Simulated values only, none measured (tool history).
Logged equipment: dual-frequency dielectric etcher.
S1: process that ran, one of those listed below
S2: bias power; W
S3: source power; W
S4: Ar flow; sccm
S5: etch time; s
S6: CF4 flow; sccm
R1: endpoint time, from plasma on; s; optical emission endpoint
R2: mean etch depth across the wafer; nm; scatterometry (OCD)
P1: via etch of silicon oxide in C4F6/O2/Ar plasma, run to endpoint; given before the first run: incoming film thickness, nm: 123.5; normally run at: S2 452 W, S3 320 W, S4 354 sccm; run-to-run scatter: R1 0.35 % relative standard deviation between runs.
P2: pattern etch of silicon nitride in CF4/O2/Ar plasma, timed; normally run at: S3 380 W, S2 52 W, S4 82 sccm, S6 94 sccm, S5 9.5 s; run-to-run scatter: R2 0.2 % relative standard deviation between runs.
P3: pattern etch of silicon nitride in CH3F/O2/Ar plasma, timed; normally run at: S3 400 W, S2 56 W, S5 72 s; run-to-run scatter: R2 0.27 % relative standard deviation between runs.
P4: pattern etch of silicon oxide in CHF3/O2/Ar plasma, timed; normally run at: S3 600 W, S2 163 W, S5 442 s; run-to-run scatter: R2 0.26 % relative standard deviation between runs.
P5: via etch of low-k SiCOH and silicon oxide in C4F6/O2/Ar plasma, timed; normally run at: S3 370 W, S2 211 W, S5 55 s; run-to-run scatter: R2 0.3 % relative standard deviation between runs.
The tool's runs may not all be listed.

{"run": 1, "hour": 4.1, "S1": "P1", "S2": 452, "S3": 320, "S4": 354, "R1": 31.618}
{"run": 2, "hour": 9.4, "S1": "P1", "S2": 452, "S3": 320, "S4": 271, "R1": 30.63}
{"run": 3, "hour": 14.1, "S1": "P3", "S2": 56, "S3": 400, "S5": 93, "R2": 60.71}
{"run": 4, "hour": 21.2, "S1": "P1", "S2": 452, "S3": 230, "S4": 450, "R1": 36.909}
{"run": 5, "hour": 28.1, "S1": "P3", "S2": 56, "S3": 400, "S5": 72, "R2": 46.802}
{"hour": 31.3, "done": "source power generator calibrated"}
{"run": 6, "hour": 35.2, "S1": "P2", "S2": 52, "S3": 380, "S4": 82, "S5": 9.5, "S6": 94, "R2": 14.291}
{"run": 7, "hour": 38.5, "S1": "P1", "S2": 452, "S3": 320, "S4": 354, "R1": 31.709}
{"run": 8, "hour": 42.7, "S1": "P2", "S2": 52, "S3": 290, "S4": 82, "S5": 9.5, "S6": 94, "R2": 11.31}
{"run": 9, "hour": 49.8, "S1": "P3", "S2": 42, "S3": 400, "S5": 72, "R2": 42.866}
{"run": 10, "hour": 55.9, "S1": "P4", "S2": 197, "S3": 600, "S5": 442, "R2": 905.2}
{"run": 11, "hour": 59.8, "S1": "P5", "S2": 211, "S3": 370, "S5": 73.5, "R2": 179.28}
{"run": 12, "hour": 63.1, "S1": "P5", "S2": 211, "S3": 370, "S5": 55, "R2": 134.82}
{"run": 13, "hour": 67.8, "S1": "P5", "S2": 265, "S3": 370, "S5": 55, "R2": 145.03}
{"run": 14, "hour": 74.3, "S1": "P5", "S2": 211, "S3": 230, "S5": 55, "R2": 111.96}
{"run": 15, "hour": 80.1, "S1": "P1", "S2": 452, "S3": 220, "S4": 354, "R1": 36.636}
{"run": 16, "hour": 85.3, "S1": "P1", "S2": 452, "S3": 320, "S4": 354, "R1": 31.657}
{"run": 17, "hour": 91.7, "S1": "P1", "S2": 279, "S3": 320, "S4": 354, "R1": 37.593}
{"run": 18, "hour": 98.4, "S1": "P2", "S2": 52, "S3": 380, "S4": 53, "S5": 9.5, "S6": 94, "R2": 14.992}
{"run": 19, "hour": 103.3, "S1": "P2", "S2": 68, "S3": 380, "S4": 82, "S5": 9.5, "S6": 94, "R2": 15.79}
{"run": 20, "hour": 109.5, "S1": "P1", "S2": 452, "S3": 320, "S4": 443, "R1": 32.426}
{"run": 21, "hour": 114.7, "S1": "P1", "S2": 452, "S3": 320, "S4": 354, "R1": 31.825}
{"run": 22, "hour": 118.6, "S1": "P4", "S2": 163, "S3": 820, "S5": 442, "R2": 956.75}
{"run": 23, "hour": 123.5, "S1": "P2", "S2": 52, "S3": 380, "S4": 82, "S5": 5, "S6": 94, "R2": 7.5127}
{"run": 24, "hour": 129.9, "S1": "P2", "S2": 52, "S3": 380, "S4": 82, "S5": 9.5, "S6": 94, "R2": 14.248}
{"run": 25, "hour": 135.5, "S1": "P1", "S2": 536, "S3": 320, "S4": 354, "R1": 29.87}
{"run": 26, "hour": 141.1, "S1": "P4", "S2": 163, "S3": 600, "S5": 305.5, "R2": 587.79}
{"run": 27, "hour": 147.2, "S1": "P3", "S2": 56, "S3": 510, "S5": 72, "R2": 51.276}
{"run": 28, "hour": 154.3, "S1": "P2", "S2": 52, "S3": 380, "S4": 82, "S5": 9.5, "S6": 113, "R2": 14.572}
{"run": 29, "hour": 159.4, "S1": "P1", "S2": 612, "S3": 260, "S4": 354, "R1": 30.435}
{"run": 30, "hour": 164.1, "S1": "P5", "S2": 211, "S3": 370, "S5": 55, "R2": 134.11}
{"run": 31, "hour": 168.4, "S1": "P1", "S2": 452, "S3": 390, "S4": 354, "R1": 29.616}
{"run": 32, "hour": 172.6, "S1": "P1", "S2": 452, "S3": 320, "S4": 354, "R1": 31.796}
{"run": 33, "hour": 176.6, "S1": "P4", "S2": 163, "S3": 600, "S5": 442, "R2": 849.8}
{"run": 34, "hour": 183.2, "S1": "P1", "S2": 452, "S3": 320, "S4": 354, "R1": 31.846}
{"run": 35, "hour": 190.2, "S1": "P1", "S2": 452, "S3": 320, "S4": 354, "R1": 31.926}
{"run": 36, "hour": 194.1, "S1": "P1", "S2": 452, "S3": 320, "S4": 354, "R1": 32.237}
{"hour": 196.6, "done": "wet clean of the chamber"}
{"run": 37, "hour": 199.3, "S1": "P1", "S2": 452, "S3": 320, "S4": 354, "R1": 32.257}
{"run": 38, "hour": 206.1, "S1": "P1", "S2": 452, "S3": 320, "S4": 354, "R1": 32.246}
{"run": 39, "hour": 210.5, "S1": "P1", "S2": 452, "S3": 320, "S4": 354, "R1": 32.303}
{"run": 40, "hour": 214.8, "S1": "P1", "S2": 452, "S3": 320, "S4": 354, "R1": 32.194}

What P1 gives has crept away from where it was. These 2 causes fit the log equally well, each at the size given:
A: source power that arrives under what is set, % = 4.61
B: bias power that arrives under what is set, % = 4.58
The onset of the drift is placed at about hour 183.2.
Ruled out, with reasons:
chamber walls in a state that lowers the etch rate, %: serviced at hour 196.6, after the drift had started, without restoring the earlier output
Ar flow that arrives over what is set, %: 8 at the very most, moving R1 by +0.9 %, which is either too weak or the wrong sign

Listed below are the offered check runs, one wafer per run, with question marks in place of results. For which of them would the causes give clearly different outcomes?
{"run": "check 1", "hour": 219.1, "S1": "P4", "S2": 163, "S3": 600, "S5": 442, "R2": "?"}
{"run": "check 2", "hour": 219.1, "S1": "P2", "S2": 52, "S3": 380, "S4": 82, "S5": 9.5, "S6": 94, "R2": "?"}
{"run": "check 3", "hour": 219.1, "S1": "P3", "S2": 56, "S3": 400, "S5": 72, "R2": "?"}
{"run": "check 4", "hour": 219.1, "S1": "P5", "S2": 211, "S3": 370, "S5": 55, "R2": "?"}

Outcome of each check run for each possible cause:
check=check_1 result=R2 if_A=835.78 if_B=838.1
check=check_2 result=R2 if_A=13.705 if_B=14.03
check=check_3 result=R2 if_A=45.881 if_B=46.028
check=check_4 result=R2 if_A=131.63 if_B=132
Per check, the gap between the least separated pair of causes, taken in the result that splits them most: check 1 0.28 %; check 2 2.34 %; check 3 0.32 %; check 4 0.28 %
Check 2 tells the causes apart: in the others they would give nearly the same result.

After running check 2, the following was obtained: R2 14.053 nm. Which cause does this point to?

Of the candidate causes, it is B: bias power that arrives under what is set, %.

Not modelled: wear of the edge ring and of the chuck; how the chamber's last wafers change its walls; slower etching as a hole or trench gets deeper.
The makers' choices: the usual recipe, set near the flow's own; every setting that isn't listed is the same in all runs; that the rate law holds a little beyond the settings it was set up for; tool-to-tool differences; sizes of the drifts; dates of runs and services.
